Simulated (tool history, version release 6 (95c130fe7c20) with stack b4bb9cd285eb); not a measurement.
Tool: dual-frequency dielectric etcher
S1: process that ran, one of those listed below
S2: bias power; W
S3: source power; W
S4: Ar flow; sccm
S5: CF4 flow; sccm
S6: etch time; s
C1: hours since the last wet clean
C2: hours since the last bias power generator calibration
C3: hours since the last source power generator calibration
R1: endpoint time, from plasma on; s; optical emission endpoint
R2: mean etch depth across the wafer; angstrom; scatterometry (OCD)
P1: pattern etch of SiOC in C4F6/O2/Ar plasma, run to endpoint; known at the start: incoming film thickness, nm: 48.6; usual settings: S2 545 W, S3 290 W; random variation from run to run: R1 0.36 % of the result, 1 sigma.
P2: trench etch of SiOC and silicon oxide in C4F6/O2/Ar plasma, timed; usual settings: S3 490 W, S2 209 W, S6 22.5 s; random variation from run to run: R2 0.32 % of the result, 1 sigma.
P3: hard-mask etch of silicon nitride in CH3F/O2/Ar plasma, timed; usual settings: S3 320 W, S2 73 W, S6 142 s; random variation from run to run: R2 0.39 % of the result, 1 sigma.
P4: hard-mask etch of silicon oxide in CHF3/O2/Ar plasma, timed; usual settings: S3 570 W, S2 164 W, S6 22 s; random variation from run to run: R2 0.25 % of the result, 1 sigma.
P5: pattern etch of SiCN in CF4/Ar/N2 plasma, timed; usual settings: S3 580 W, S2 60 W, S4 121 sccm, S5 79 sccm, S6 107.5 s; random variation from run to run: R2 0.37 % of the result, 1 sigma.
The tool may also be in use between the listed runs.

run     day  S1   S2   S3   S4  S5     S6     C1      C2      C3      R1      R2
  1   0.442  P1  545  290                   60.7   701.2  1592.3  18.143
  2   0.962  P5   60  580  121  79  107.5   73.2   713.7  1604.8          1068.2
  3   1.238  P1  701  290                   79.8   720.3  1611.4  16.358
  4   1.529  P3   73  320             210   86.8   727.3  1618.4          1352.4
  5   2.012  P2  209  490            16.5   98.4   738.9    1630          359.98
  6   2.458  P5   60  580  121  79  107.5  109.1   749.6  1640.7          1063.5
  7   2.988  P1  545  290                  121.8   762.3  1653.4  18.016
  8   3.325  P1  545  290                  129.9   770.4  1661.5  18.145
  9   3.662  P3   73  320             142    138   778.5  1669.6          913.47
 10   4.058  P3   73  210             142  147.5     788  1679.1          779.79
 11   4.308  P4  164  570            32.5  153.5     794  1685.1           609.6
 12   4.579  P5   60  580  121  79     68    160   800.5  1691.6          680.04
 13   4.975  P2  209  320            22.5  169.5     810  1701.1          413.87
 14   5.275  P5   60  580  121  56  107.5  176.7   817.2  1708.3          1011.4
 15   5.571  P1  391  290                  183.8   824.3  1715.4  20.529
 16   6.067  P4  164  570              22  195.7   836.2  1727.3          413.63
 17   6.529  P5   60  580   96  79  107.5  206.8   847.3  1738.4          1116.1
 18   6.912  P1  545  290                    216   856.5  1747.6  18.023
 19   7.212  P5   60  440  121  79  107.5  223.2   863.7  1754.8          843.46
 20   7.588  P2  209  490            22.5  232.2   872.7  1763.8          491.56
 21   7.942  P4  164  760              22  240.7   881.2  1772.3          461.44
 22   8.246  P1  738  200                    248   888.5  1779.6  18.396
 23   8.508  P4   97  570              22  254.3   894.8  1785.9          352.04
 24   8.867  P3   55  320             142  262.9   903.4  1794.5          830.75
 25   9.275  P5   36  580  121  79  107.5  272.7   913.2  1804.3          913.98
 26   9.733  P3   73  320             142  283.7   924.2  1815.3          909.58
 27  10.062  P1  545  360                  291.6   932.1  1823.2  16.731
 28  10.371  P2  209  490            22.5    299   939.5  1830.6          489.69
 29  10.821  P1  545  240                  309.8   950.3  1841.4  19.435
 30  11.208  P2  141  490            22.5  319.1   959.6  1850.7          433.23
 31  11.562  P1  545  290                  327.6   968.1  1859.2  18.098
 32  11.871  P1  545  290                    335   975.5  1866.6  18.061
 33  12.175  P1  545  290                  342.3   982.8  1873.9  18.235
 34  12.671  P1  545  290                  354.2   994.7  1885.8  18.332
 35  12.958  P1  545  290                  361.1  1001.6  1892.7  18.406
 36  13.412  P1  545  290                    372  1012.5  1903.6  18.416
     13.471  -- wet clean of the chamber
 37  13.642  P1  545  290                    4.2    1018  1909.1  18.494
 38  13.871  P1  545  290                    9.7  1023.5  1914.6  18.386
 39  14.342  P1  545  290                     21  1034.8  1925.9  18.371

What P1 gives has crept away from where it was. These 2 causes fit the log equally well, each at the size given:
A: bias power that arrives under what is set, % = 4.59
B: source power that arrives under what is set, % = 4.8
The creep began at about day 11.871.
Why every other cause is out:
chamber walls in a state that lowers the etch rate, %: serviced at day 13.471, which brought nothing back

4 check runs are offered, one wafer each, their results left as question marks. Which one tells the causes apart?
check 1  14.812  P3   73  270           206.5                   ?
check 2  14.812  P4  107  570            31.5                   ?
check 3  14.812  P2  145  490            22.5                   ?
check 4  14.812  P5   60  580  121  58  107.5                   ?

What each check would give under each cause:
  check  result    if A    if B
check 1      R2  1226.1  1223.8
check 2      R2  510.16  507.41
check 3      R2  432.59  430.15
check 4      R2  999.36  972.88
How far apart the two closest causes lie, in the result that separates them most: check 1 0.19 %; check 2 0.54 %; check 3 0.56 %; check 4 2.69 %
Check 4 tells the causes apart: in the others they would give nearly the same result.

Then check 4 was run and gave: R2 1002.1 angstrom. Which cause is it?

It is A: bias power that arrives under what is set, %.
